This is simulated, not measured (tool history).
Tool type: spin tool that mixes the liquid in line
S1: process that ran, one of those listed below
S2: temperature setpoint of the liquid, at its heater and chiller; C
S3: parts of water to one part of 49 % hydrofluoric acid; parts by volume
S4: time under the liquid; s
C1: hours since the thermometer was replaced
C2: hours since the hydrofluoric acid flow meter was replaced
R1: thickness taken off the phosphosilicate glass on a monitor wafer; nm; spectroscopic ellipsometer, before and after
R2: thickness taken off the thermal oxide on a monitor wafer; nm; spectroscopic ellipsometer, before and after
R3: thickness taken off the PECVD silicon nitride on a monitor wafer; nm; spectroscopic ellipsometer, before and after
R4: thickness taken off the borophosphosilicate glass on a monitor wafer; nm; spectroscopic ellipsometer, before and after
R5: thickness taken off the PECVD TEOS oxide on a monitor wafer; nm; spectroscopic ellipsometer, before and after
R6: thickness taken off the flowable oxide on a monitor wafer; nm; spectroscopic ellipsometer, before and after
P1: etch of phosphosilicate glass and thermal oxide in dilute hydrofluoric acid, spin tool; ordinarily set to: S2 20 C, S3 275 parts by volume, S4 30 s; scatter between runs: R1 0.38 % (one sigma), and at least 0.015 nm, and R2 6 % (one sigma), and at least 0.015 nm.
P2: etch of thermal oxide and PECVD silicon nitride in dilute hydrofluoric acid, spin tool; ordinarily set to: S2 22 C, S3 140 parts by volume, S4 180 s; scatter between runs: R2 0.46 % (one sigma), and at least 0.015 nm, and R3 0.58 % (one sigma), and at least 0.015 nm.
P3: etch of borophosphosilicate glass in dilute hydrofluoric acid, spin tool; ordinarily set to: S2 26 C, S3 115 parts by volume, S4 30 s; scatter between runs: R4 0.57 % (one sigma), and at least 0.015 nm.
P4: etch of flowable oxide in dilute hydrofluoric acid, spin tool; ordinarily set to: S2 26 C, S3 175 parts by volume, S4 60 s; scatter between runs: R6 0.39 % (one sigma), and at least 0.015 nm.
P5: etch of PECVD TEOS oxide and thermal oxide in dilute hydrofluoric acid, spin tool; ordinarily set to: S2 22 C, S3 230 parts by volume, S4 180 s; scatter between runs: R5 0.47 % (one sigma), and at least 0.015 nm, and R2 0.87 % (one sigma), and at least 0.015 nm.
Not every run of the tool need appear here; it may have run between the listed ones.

run,day,S1,S2,S3,S4,C1,C2,R1,R2,R3,R4,R5,R6
1,0.329,P1,20,275,30,1074.3,238.9,10.281,0.40521,,,,
2,0.721,P1,20,275,55,1083.7,248.3,18.96,0.69513,,,,
3,1.062,P2,22,65,180,1091.9,256.5,,12.283,11.782,,,
4,1.375,P1,20,275,30,1099.4,264,10.353,0.35739,,,,
5,1.567,P3,26,115,60,1104,268.6,,,,22.703,,
6,1.888,P5,28.5,230,180,1111.7,276.3,,3.5779,,,9.5732,
7,2.288,P2,22,140,70,1121.3,285.9,,2.0636,2.135,,,
8,2.592,P2,17,140,180,1128.6,293.2,,4.3042,3.9434,,,
9,2.862,P4,19.5,175,60,1135.1,299.7,,,,,,7.1835
10,3.246,P1,20,275,15,1144.3,308.9,5.1674,0.19313,,,,
11,3.529,P1,20,275,30,1151.1,315.7,10.34,0.40032,,,,
12,3.917,P1,24,275,30,1160.4,325,12.001,0.40925,,,,
13,4.221,P3,26,40,30,1167.7,332.3,,,,36.675,,
14,4.471,P3,30.5,115,30,1173.7,338.3,,,,13.574,,
15,4.779,P4,26,175,15,1181.1,345.7,,,,,,2.315
16,5.204,P3,26,115,30,1191.3,355.9,,,,11.376,,
17,5.629,P2,22,140,180,1201.5,366.1,,5.2687,5.575,,,
18,5.842,P3,26,115,30,1206.6,371.2,,,,11.488,,
19,6.233,P4,26,110,60,1216,380.6,,,,,,15.955
20,6.55,P1,17,275,30,1223.6,388.2,9.2209,0.32757,,,,
21,6.871,P1,20,275,30,1231.3,395.9,10.323,0.37337,,,,
22,7.208,P5,22,230,180,1239.4,404,,2.8887,,,7.5209,
23,7.492,P4,26,175,60,1246.2,410.8,,,,,,9.2464
24,7.688,P5,22,230,15,1250.9,415.5,,0.24766,,,0.64266,
25,8.075,P1,20,475,30,1260.2,424.8,5.0234,0.16544,,,,
26,8.462,P4,26,175,60,1269.5,434.1,,,,,,9.247
27,8.758,P1,20,55,30,1276.6,441.2,65.01,2.4079,,,,
28,9.062,P5,22,40,180,1283.9,448.5,,20.032,,,54.374,
29,9.492,P1,17,275,15,1294.2,458.8,4.6362,0.14915,,,,
30,9.867,P1,20,275,30,1303.2,467.8,10.404,0.34286,,,,
31,10.212,P1,20,275,30,1311.5,476.1,10.274,0.39856,,,,
32,10.617,P1,20,275,30,1321.2,485.8,10.614,0.36138,,,,
33,10.971,P1,20,275,30,1329.7,494.3,10.666,0.36525,,,,
34,11.229,P1,20,275,30,1335.9,500.5,10.713,0.34496,,,,
35,11.467,P1,20,275,30,1341.6,506.2,10.83,0.4155,,,,
36,11.725,P1,20,275,30,1347.8,512.4,10.797,0.39654,,,,
37,12.104,P1,20,275,30,1356.9,521.5,10.932,0.40956,,,,
38,12.325,P1,20,275,30,1362.2,526.8,10.853,0.38238,,,,
39,12.646,P1,20,275,30,1369.9,534.5,10.905,0.4216,,,,
40,12.9,P1,20,275,30,1376,540.6,10.887,0.39506,,,,
41,13.25,P1,20,275,30,1384.4,549,10.92,0.38143,,,,
42,13.621,P1,20,275,30,1393.3,557.9,10.963,0.42531,,,,

What P1 gives has crept off from where it sat before. The 2 causes that follow fit the log equally well, each at the size noted:
A: liquid hotter than its thermometer reads (K) = 1.54
B: hydrofluoric acid flow above the setpoint (%) = 4.6
Onset of the creep was near day 10.212.

Below are 4 check runs, each on a single wafer, with their results shown as question marks. Which of them would tell the listed causes apart, meaning the causes would give clearly different results under it?
check 1,13.992,P5,22,230,180,,,,?,,,?,
check 2,13.992,P3,26,115,30,,,,,,?,,
check 3,13.992,P2,22,140,180,,,,?,?,,,
check 4,13.992,P4,26,175,60,,,,,,,,?

Expected result of each check under each candidate cause:
check,result,if A,if B
check 1,R2,3.0069,3.0022
check 1,R5,8.0613,8.0488
check 2,R4,12.067,11.978
check 3,R2,5.583,5.5376
check 3,R3,6.1065,5.7702
check 4,R6,9.7589,9.7372
Smallest distance between any two causes, each pair judged by its most separating result, in per cent: check 1 0.16 %; check 2 0.74 %; check 3 5.67 %; check 4 0.22 %
The causes can be told apart only by check 3. The other checks would give nearly the same results under each of them.

Check 3 was then run and gave: R2 5.5665 nm; R3 6.1431 nm. Which cause is it?

The correct cause is A, namely: liquid hotter than its thermometer reads (K).

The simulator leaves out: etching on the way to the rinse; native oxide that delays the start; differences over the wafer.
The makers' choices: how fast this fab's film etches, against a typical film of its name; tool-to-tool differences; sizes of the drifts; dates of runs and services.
